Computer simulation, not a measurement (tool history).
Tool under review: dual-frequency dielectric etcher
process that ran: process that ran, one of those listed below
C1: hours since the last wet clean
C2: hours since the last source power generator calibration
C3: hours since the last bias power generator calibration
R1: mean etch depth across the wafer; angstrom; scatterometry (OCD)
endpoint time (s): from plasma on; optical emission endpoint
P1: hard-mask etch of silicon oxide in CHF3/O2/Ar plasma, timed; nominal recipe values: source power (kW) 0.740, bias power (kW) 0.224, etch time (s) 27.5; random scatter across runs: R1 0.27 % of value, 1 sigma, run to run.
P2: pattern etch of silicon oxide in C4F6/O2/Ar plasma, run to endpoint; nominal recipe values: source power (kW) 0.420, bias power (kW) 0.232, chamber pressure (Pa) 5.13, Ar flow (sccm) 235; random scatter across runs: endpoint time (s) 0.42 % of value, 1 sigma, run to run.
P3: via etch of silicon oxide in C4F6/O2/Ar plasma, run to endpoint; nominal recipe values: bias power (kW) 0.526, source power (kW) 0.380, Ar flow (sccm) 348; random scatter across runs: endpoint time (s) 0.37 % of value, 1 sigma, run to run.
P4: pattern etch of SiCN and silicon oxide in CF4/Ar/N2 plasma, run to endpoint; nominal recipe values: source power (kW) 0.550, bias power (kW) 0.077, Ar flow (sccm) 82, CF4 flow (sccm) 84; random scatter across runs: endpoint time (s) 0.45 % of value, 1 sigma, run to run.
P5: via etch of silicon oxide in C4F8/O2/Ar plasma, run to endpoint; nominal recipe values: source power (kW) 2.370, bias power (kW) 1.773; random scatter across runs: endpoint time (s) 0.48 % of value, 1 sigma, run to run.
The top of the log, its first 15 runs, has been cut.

Run 16, hour 158.5: process that ran P2, source power (kW) 0.420, bias power (kW) 0.232, Ar flow (sccm) 235, chamber pressure (Pa) 5.13; C1 237.7; C2 11.1; C3 1252.3. Result: endpoint time (s) 9.2377.
Run 17, hour 169.7: process that ran P4, source power (kW) 0.550, bias power (kW) 0.077, Ar flow (sccm) 82, CF4 flow (sccm) 58; C1 248.9; C2 22.3; C3 1263.5. Result: endpoint time (s) 12.9850.
Run 18, hour 178.8: process that ran P4, source power (kW) 0.750, bias power (kW) 0.077, Ar flow (sccm) 82, CF4 flow (sccm) 84; C1 258.0; C2 31.4; C3 1272.6. Result: endpoint time (s) 9.4394.
Run 19, hour 187.8: process that ran P1, source power (kW) 0.610, bias power (kW) 0.161, etch time (s) 27.5; C1 267.0; C2 40.4; C3 1281.6. Result: R1 545.02 angstrom.
Run 20, hour 195.3: process that ran P5, source power (kW) 2.370, bias power (kW) 1.773; C1 274.5; C2 47.9; C3 1289.1. Result: endpoint time (s) 167.8500.
Run 21, hour 204.8: process that ran P1, source power (kW) 0.740, bias power (kW) 0.224, etch time (s) 15.5; C1 284.0; C2 57.4; C3 1298.6. Result: R1 369.73 angstrom.
Run 22, hour 211.7: process that ran P1, source power (kW) 0.740, bias power (kW) 0.224, etch time (s) 27.5; C1 290.9; C2 64.3; C3 1305.5. Result: R1 648.38 angstrom.
Run 23, hour 223.9: process that ran P3, source power (kW) 0.380, bias power (kW) 0.526, Ar flow (sccm) 243; C1 303.1; C2 76.5; C3 1317.7. Result: endpoint time (s) 22.6360.
At hour 226.6: bias power generator calibrated.
Run 24, hour 231.4: process that ran P5, source power (kW) 2.370, bias power (kW) 1.077; C1 310.6; C2 84.0; C3 4.9. Result: endpoint time (s) 188.8200.
Run 25, hour 242.8: process that ran P3, source power (kW) 0.380, bias power (kW) 0.315, Ar flow (sccm) 348; C1 322.0; C2 95.4; C3 16.3. Result: endpoint time (s) 28.3270.

What does the tool deliver on the next run?
Run 26, hour 254.4: process that ran P1, source power (kW) 0.740, bias power (kW) 0.224, etch time (s) 35.5; C1 333.6; C2 107.0; C3 27.9. Result: R1 ?.

R1: 845.17 angstrom
